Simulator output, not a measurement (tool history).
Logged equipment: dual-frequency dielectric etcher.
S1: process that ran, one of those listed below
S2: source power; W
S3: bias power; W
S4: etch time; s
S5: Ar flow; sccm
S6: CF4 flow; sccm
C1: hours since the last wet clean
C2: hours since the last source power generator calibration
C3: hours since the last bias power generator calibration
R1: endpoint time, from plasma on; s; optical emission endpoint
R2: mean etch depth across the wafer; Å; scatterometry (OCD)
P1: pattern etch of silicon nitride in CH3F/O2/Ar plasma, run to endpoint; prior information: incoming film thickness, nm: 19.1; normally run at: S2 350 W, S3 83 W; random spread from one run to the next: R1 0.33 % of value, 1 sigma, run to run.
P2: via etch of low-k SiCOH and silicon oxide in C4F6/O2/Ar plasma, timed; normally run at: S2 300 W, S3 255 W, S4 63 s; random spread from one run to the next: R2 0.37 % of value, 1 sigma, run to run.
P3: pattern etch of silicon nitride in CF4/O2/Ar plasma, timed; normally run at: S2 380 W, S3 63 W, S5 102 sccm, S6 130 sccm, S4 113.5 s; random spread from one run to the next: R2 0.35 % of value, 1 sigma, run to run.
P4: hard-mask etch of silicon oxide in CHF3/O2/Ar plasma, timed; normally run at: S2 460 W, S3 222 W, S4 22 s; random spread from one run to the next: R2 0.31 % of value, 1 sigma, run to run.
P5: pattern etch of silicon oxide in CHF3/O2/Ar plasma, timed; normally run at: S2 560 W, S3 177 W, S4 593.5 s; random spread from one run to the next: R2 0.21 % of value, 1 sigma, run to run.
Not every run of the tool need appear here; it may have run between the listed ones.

run    day  S1   S2   S3     S4   S5   S6     C1     C2      C3      R1      R2
  1  0.125  P1  350   83                      88  356.3    1000  27.997
  2  0.375  P1  250   83                      94  362.3    1006  31.646
  3  0.571  P1  490   83                    98.7    367  1010.7    24.8
  4  0.829  P5  720  177  593.5            104.9  373.2  1016.9           11963
  5  1.017  P2  300  255     81            109.4  377.7  1021.4            2235
  6  1.204  P5  560  177    780            113.9  382.2  1025.9           14293
  7  1.354  P1  350   83                   117.5  385.8  1029.5  27.926
  8  1.596  P3  380   47  113.5  102  130  123.3  391.6  1035.3          1665.2
     1.629  -- wet clean of the chamber
  9  1.733  P1  350   83                     2.6  394.9  1038.6  28.094
 10  1.917  P5  560  120  593.5                7  399.3    1043          9583.6
 11  2.112  P1  350  100                    11.7    404  1047.7  26.036
 12  2.342  P1  350   83                    17.2  409.5  1053.2  27.885
 13  2.525  P3  380   63  113.5  102   82   21.6  413.9  1057.6          1776.8
 14  2.733  P5  560  177  593.5             26.6  418.9  1062.6           10870
 15  3.008  P2  300  255     63             33.2  425.5  1069.2          1755.2
 16  3.212  P1  460   97                    38.1  430.4  1074.1  23.859
 17  3.342  P3  220   63  113.5  102  130   41.2  433.5  1077.2          1164.7
 18  3.567  P5  560  177  593.5             46.6  438.9  1082.6           10908
 19  3.825  P2  190  255     63             52.8  445.1  1088.8          1464.1
 20  4.088  P1  350   83                    59.1  451.4  1095.1  27.842
 21  4.221  P3  380   63  113.5  102  130   62.3  454.6  1098.3          1872.4
 22   4.45  P2  300  255     63             67.8  460.1  1103.8          1740.2
 23  4.708  P4  460  222     32               74  466.3    1110           626.9
 24  4.938  P4  460  222     22             79.5  471.8  1115.5          430.85
 25  5.171  P3  380   63   75.5  102  130   85.1  477.4  1121.1          1242.8
 26  5.442  P4  460  132     22             91.6  483.9  1127.6          361.15
 27  5.625  P1  350   83                      96  488.3    1132  28.006
 28  5.758  P1  350   53                    99.2  491.5  1135.2  32.671
 29  6.021  P3  380   63  113.5   60  130  105.5  497.8  1141.5          1950.5
 30  6.262  P4  270  222     22            111.3  503.6  1147.3          349.91
 31  6.417  P2  300  163     63              115  507.3    1151          1506.9
 32  6.671  P1  350   83                   121.1  513.4  1157.1  27.971
 33  6.808  P1  350   83                   124.4  516.7  1160.4  27.994
 34  6.975  P1  350   83                   128.4  520.7  1164.4  27.822
 35  7.246  P1  350   83                   134.9  527.2  1170.9  27.812
 36  7.496  P1  350   83                   140.9  533.2  1176.9  27.609
 37  7.733  P1  350   83                   146.6  538.9  1182.6  27.611
 38  7.896  P1  350   83                   150.5  542.8  1186.5  27.553
     8.046  -- wet clean of the chamber
 39  8.142  P1  350   83                     2.4  548.7  1192.4  27.562
 40  8.279  P1  350   83                     5.7    552  1195.7  27.435
 41  8.425  P1  350   83                     9.2  555.5  1199.2  27.299
 42  8.675  P1  350   83                    15.2  561.5  1205.2  27.718
 43  8.925  P1  350   83                    21.2  567.5  1211.2  27.483

The log shows P1 creeping away from where it was. Any of the 2 causes listed here, at the size stated for it, fits the log just as well as the others:
A: source power that arrives over what is set, % = 4.48
B: bias power that arrives over what is set, % = 4.69
The drift started at roughly day 6.671.
Ruled out, with reasons:
chamber walls in a state that raises the etch rate, %: work on it at day 8.046, done after the drift set in, did not restore what the process gave before

4 check runs are offered, each on 2 wafers whose results are averaged, their results left as question marks. Which one tells the causes apart?
check 1  9.175  P2  300  166     79                            ?
check 2  9.175  P3  380   63  113.5  66  130                   ?
check 3  9.175  P4  320  222     22                            ?
check 4  9.175  P5  560  127  593.5                            ?

Expected result of each check under each candidate cause:
  check  result    if A    if B
check 1      R2  1929.1  1924.4
check 2      R2  2021.1  1978.9
check 3      R2   381.3  381.43
check 4      R2  9936.6  9910.1
Distance between the nearest two causes, measured in the result of the check that separates them most: check 1 0.24 %; check 2 2.11 %; check 3 0.03 %; check 4 0.27 %
The causes can be told apart only by check 2. The other checks would give nearly the same results under each of them.

Then check 2 was run and gave: R2 1984.3 Å. Which cause is it?

Of the candidate causes, it is B: bias power that arrives over what is set, %.
